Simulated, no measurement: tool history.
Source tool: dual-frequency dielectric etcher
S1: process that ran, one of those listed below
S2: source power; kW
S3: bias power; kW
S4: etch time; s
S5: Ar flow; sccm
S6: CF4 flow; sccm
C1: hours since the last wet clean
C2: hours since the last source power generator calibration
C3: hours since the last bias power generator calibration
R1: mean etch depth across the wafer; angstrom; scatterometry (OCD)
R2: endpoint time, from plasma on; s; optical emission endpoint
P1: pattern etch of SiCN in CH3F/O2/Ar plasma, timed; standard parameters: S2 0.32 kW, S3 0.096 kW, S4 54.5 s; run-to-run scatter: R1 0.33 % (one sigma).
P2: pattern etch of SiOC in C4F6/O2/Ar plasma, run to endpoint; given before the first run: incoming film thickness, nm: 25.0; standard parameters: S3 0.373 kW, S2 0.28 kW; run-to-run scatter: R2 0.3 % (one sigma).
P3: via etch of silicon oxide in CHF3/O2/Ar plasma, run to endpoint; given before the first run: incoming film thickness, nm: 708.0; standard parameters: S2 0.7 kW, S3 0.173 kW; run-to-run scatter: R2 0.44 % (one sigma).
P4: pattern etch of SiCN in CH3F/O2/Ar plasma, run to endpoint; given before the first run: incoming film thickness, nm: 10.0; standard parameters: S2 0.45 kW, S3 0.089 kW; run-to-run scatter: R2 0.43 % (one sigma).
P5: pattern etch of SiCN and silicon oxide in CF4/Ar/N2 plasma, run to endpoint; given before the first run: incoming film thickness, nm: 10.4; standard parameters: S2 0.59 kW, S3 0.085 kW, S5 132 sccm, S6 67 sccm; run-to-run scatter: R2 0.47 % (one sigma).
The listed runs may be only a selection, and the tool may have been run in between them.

run,hour,S1,S2,S3,S4,S5,S6,C1,C2,C3,R1,R2
1,17.6,P1,0.32,0.096,54.5,,,196.1,2451.2,457.3,212.78,
2,28.1,P3,0.7,0.124,,,,206.6,2461.7,467.8,,361.92
3,40.9,P5,0.59,0.085,,132,83,219.4,2474.5,480.6,,8.8679
4,51.6,P3,0.53,0.173,,,,230.1,2485.2,491.3,,359.06
5,64.4,P1,0.32,0.133,36,,,242.9,2498,504.1,158.31,
6,77.2,P2,0.28,0.373,,,,255.7,2510.8,516.9,,10.455
# hour 90.7: wet clean of the chamber
7,93.3,P1,0.32,0.071,54.5,,,2.7,2526.9,533,188.45,
# hour 96.3: bias power generator calibrated
8,107.4,P2,0.28,0.301,,,,16.8,2541,11.1,,11.28
9,119.4,P5,0.59,0.119,,132,67,28.8,2553,23.1,,8.0894
10,136.2,P4,0.28,0.089,,,,45.6,2569.8,39.9,,28.209
11,150.4,P5,0.59,0.085,,132,67,59.8,2584,54.1,,9.2231
12,164.2,P1,0.32,0.096,67,,,73.6,2597.8,67.9,260.87,
13,176.6,P5,0.71,0.085,,132,67,86,2610.2,80.3,,7.9106
14,186,P4,0.45,0.089,,,,95.4,2619.6,89.7,,23.713
15,201.8,P3,0.7,0.173,,,,111.2,2635.4,105.5,,323.24
16,214.9,P1,0.43,0.096,54.5,,,124.3,2648.5,118.6,234.74,
17,232.6,P1,0.32,0.096,35.5,,,142,2666.2,136.3,137.92,
18,247.4,P5,0.59,0.085,,160,67,156.8,2681,151.1,,9.5474
19,255.4,P1,0.32,0.096,54.5,,,164.8,2689,159.1,212.32,
20,264.5,P4,0.45,0.089,,,,173.9,2698.1,168.2,,23.848
21,274.6,P1,0.22,0.096,54.5,,,184,2708.2,178.3,185.05,
22,283.4,P5,0.59,0.085,,132,67,192.8,2717,187.1,,9.2298
23,299.7,P4,0.45,0.105,,,,209.1,2733.3,203.4,,22.318
24,315.6,P1,0.32,0.116,41.5,,,225,2749.2,219.3,173.9,
25,329.9,P1,0.32,0.096,54.5,,,239.3,2763.5,233.6,212.91,
26,345.8,P1,0.32,0.096,54.5,,,255.2,2779.4,249.5,210.87,
27,354.6,P2,0.35,0.373,,,,264,2788.2,258.3,,9.7196
28,369.3,P1,0.32,0.096,54.5,,,278.7,2802.9,273,212.08,
29,387.7,P1,0.32,0.096,54.5,,,297.1,2821.3,291.4,211.68,
30,396.7,P1,0.32,0.133,54.5,,,306.1,2830.3,300.4,238.7,
31,405.7,P1,0.32,0.096,54.5,,,315.1,2839.3,309.4,212.18,
32,423.5,P1,0.32,0.096,54.5,,,332.9,2857.1,327.2,210.96,
33,439.6,P1,0.32,0.096,54.5,,,349,2873.2,343.3,211.74,
34,448.1,P1,0.32,0.096,54.5,,,357.5,2881.7,351.8,213.23,
35,465.2,P1,0.32,0.096,54.5,,,374.6,2898.8,368.9,213.83,
36,476,P1,0.32,0.096,54.5,,,385.4,2909.6,379.7,212.75,
37,490.4,P1,0.32,0.096,54.5,,,399.8,2924,394.1,214.14,
38,501.3,P1,0.32,0.096,54.5,,,410.7,2934.9,405,215.02,
39,519.7,P1,0.32,0.096,54.5,,,429.1,2953.3,423.4,215.05,
# hour 530.5: wet clean of the chamber
40,538.3,P1,0.32,0.096,54.5,,,7.8,2971.9,442,215.45,
41,554.3,P1,0.32,0.096,54.5,,,23.8,2987.9,458,216.43,
42,566.5,P1,0.32,0.096,54.5,,,36,3000.1,470.2,215,

P1 has crept away from where it was. The log is fitted equally well by each of these 2 causes, at the sizes shown:
A: bias power that arrives over what is set, % = 4.39
B: source power that arrives over what is set, % = 4.55
The drift started at roughly hour 423.5.
Excluded causes, each with its reason:
chamber walls in a state that raises the etch rate, %: serviced at hour 530.5, after the drift had started, without restoring the earlier output

Consider the 4 check runs below, whose results appear as question marks and each of which averages 2 wafers. Which one distinguishes the causes, in that each cause would give it a clearly different result?
check 1,578.7,P2,0.28,0.373,,,,,,,,?
check 2,578.7,P3,0.7,0.173,,,,,,,,?
check 3,578.7,P5,0.59,0.085,,132,67,,,,,?
check 4,578.7,P4,0.45,0.089,,,,,,,,?

What every check run would give for each of its results, assuming each possible cause in turn:
check,result,if A,if B
check 1,R2,10.352,10.343
check 2,R2,319.74,318.82
check 3,R2,9.0462,8.8369
check 4,R2,23.323,23.305
How far apart the two closest causes lie, in the result that separates them most: check 1 0.09 %; check 2 0.29 %; check 3 2.34 %; check 4 0.08 %
The other checks would show nearly matching results whichever cause is true, so check 3 is the only one that separates the causes.

Running check 3 produced the following: R2 9.0523 s. Which one of the listed causes fits?

The correct cause is A, namely: bias power that arrives over what is set, %.
